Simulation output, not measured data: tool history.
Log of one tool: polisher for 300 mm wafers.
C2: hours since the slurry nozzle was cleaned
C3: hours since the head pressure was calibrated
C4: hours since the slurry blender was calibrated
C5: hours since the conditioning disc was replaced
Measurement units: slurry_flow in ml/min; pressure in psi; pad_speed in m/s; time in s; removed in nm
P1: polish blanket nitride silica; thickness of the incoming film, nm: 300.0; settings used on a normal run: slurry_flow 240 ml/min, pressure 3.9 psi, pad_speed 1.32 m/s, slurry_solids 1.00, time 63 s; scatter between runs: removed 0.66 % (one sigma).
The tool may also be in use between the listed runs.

run 1 hour=11.8 | slurry_flow=240 pressure=3.9 pad_speed=1.32 slurry_solids=1.00 time=63 | wafers_polished_on_this_pad=392 C2=208.8 C3=625.1 C4=218.5 C5=228.8 | removed=58.234
run 2 hour=25.1 | slurry_flow=240 pressure=3.9 pad_speed=1.32 slurry_solids=1.00 time=63 | wafers_polished_on_this_pad=504 C2=222.1 C3=638.4 C4=231.8 C5=242.1 | removed=58.022
run 3 hour=32.6 | slurry_flow=240 pressure=3.9 pad_speed=1.32 slurry_solids=1.00 time=63 | wafers_polished_on_this_pad=567 C2=229.6 C3=645.9 C4=239.3 C5=249.6 | removed=57.993
run 4 hour=45.7 | slurry_flow=240 pressure=5.5 pad_speed=1.32 slurry_solids=1.00 time=63 | wafers_polished_on_this_pad=678 C2=242.7 C3=659.0 C4=252.4 C5=262.7 | removed=83.008
run 5 hour=55.4 | slurry_flow=240 pressure=3.9 pad_speed=1.32 slurry_solids=1.00 time=63 | wafers_polished_on_this_pad=759 C2=252.4 C3=668.7 C4=262.1 C5=272.4 | removed=57.814
run 6 hour=66.7 | slurry_flow=240 pressure=3.9 pad_speed=1.80 slurry_solids=1.00 time=63 | wafers_polished_on_this_pad=855 C2=263.7 C3=680.0 C4=273.4 C5=283.7 | removed=74.553
run 7 hour=75.4 | slurry_flow=240 pressure=2.1 pad_speed=1.32 slurry_solids=1.00 time=63 | wafers_polished_on_this_pad=928 C2=272.4 C3=688.7 C4=282.1 C5=292.4 | removed=30.926
run 8 hour=86.6 | slurry_flow=240 pressure=3.9 pad_speed=1.32 slurry_solids=0.55 time=63 | wafers_polished_on_this_pad=1022 C2=283.6 C3=699.9 C4=293.3 C5=303.6 | removed=42.638
run 9 hour=102.1 | slurry_flow=240 pressure=3.9 pad_speed=1.32 slurry_solids=1.00 time=63 | wafers_polished_on_this_pad=1153 C2=299.1 C3=715.4 C4=308.8 C5=319.1 | removed=58.137
run 10 hour=116.0 | slurry_flow=145 pressure=3.9 pad_speed=1.32 slurry_solids=1.00 time=63 | wafers_polished_on_this_pad=1270 C2=313.0 C3=729.3 C4=322.7 C5=333.0 | removed=53.658
-- hour=118.5 head pressure recalibrated
run 11 hour=127.4 | slurry_flow=145 pressure=3.9 pad_speed=1.32 slurry_solids=1.00 time=98 | wafers_polished_on_this_pad=1366 C2=324.4 C3=9.0 C4=334.1 C5=344.4 | removed=83.722
run 12 hour=136.5 | slurry_flow=240 pressure=3.9 pad_speed=1.32 slurry_solids=1.00 time=31 | wafers_polished_on_this_pad=1442 C2=333.5 C3=18.1 C4=343.2 C5=353.5 | removed=28.629
run 13 hour=148.7 | slurry_flow=240 pressure=3.9 pad_speed=1.32 slurry_solids=1.45 time=63 | wafers_polished_on_this_pad=1545 C2=345.7 C3=30.3 C4=355.4 C5=365.7 | removed=67.076
-- hour=154.5 slurry nozzle cleaned
run 14 hour=161.5 | slurry_flow=145 pressure=3.9 pad_speed=1.64 slurry_solids=1.00 time=63 | wafers_polished_on_this_pad=1653 C2=7.1 C3=43.1 C4=368.2 C5=378.5 | removed=64.376
run 15 hour=177.4 | slurry_flow=325 pressure=3.9 pad_speed=1.32 slurry_solids=1.00 time=63 | wafers_polished_on_this_pad=1787 C2=23.0 C3=59.0 C4=384.1 C5=394.4 | removed=59.916
run 16 hour=185.5 | slurry_flow=240 pressure=3.9 pad_speed=1.32 slurry_solids=1.00 time=94 | wafers_polished_on_this_pad=1855 C2=31.1 C3=67.1 C4=392.2 C5=402.5 | removed=87.302
run 17 hour=197.2 | slurry_flow=240 pressure=3.9 pad_speed=0.96 slurry_solids=1.00 time=63 | wafers_polished_on_this_pad=1953 C2=42.8 C3=78.8 C4=403.9 C5=414.2 | removed=45.210
run 18 hour=211.2 | slurry_flow=240 pressure=3.9 pad_speed=1.32 slurry_solids=1.00 time=63 | wafers_polished_on_this_pad=2071 C2=56.8 C3=92.8 C4=417.9 C5=428.2 | removed=58.593

Predict the results of run 19:
run 19 hour=220.4 | slurry_flow=240 pressure=3.9 pad_speed=1.32 slurry_solids=1.00 time=63 | wafers_polished_on_this_pad=2149 C2=66.0 C3=102.0 C4=427.1 C5=437.4 | removed=?

Run 19 measured removed 54.297 nm.
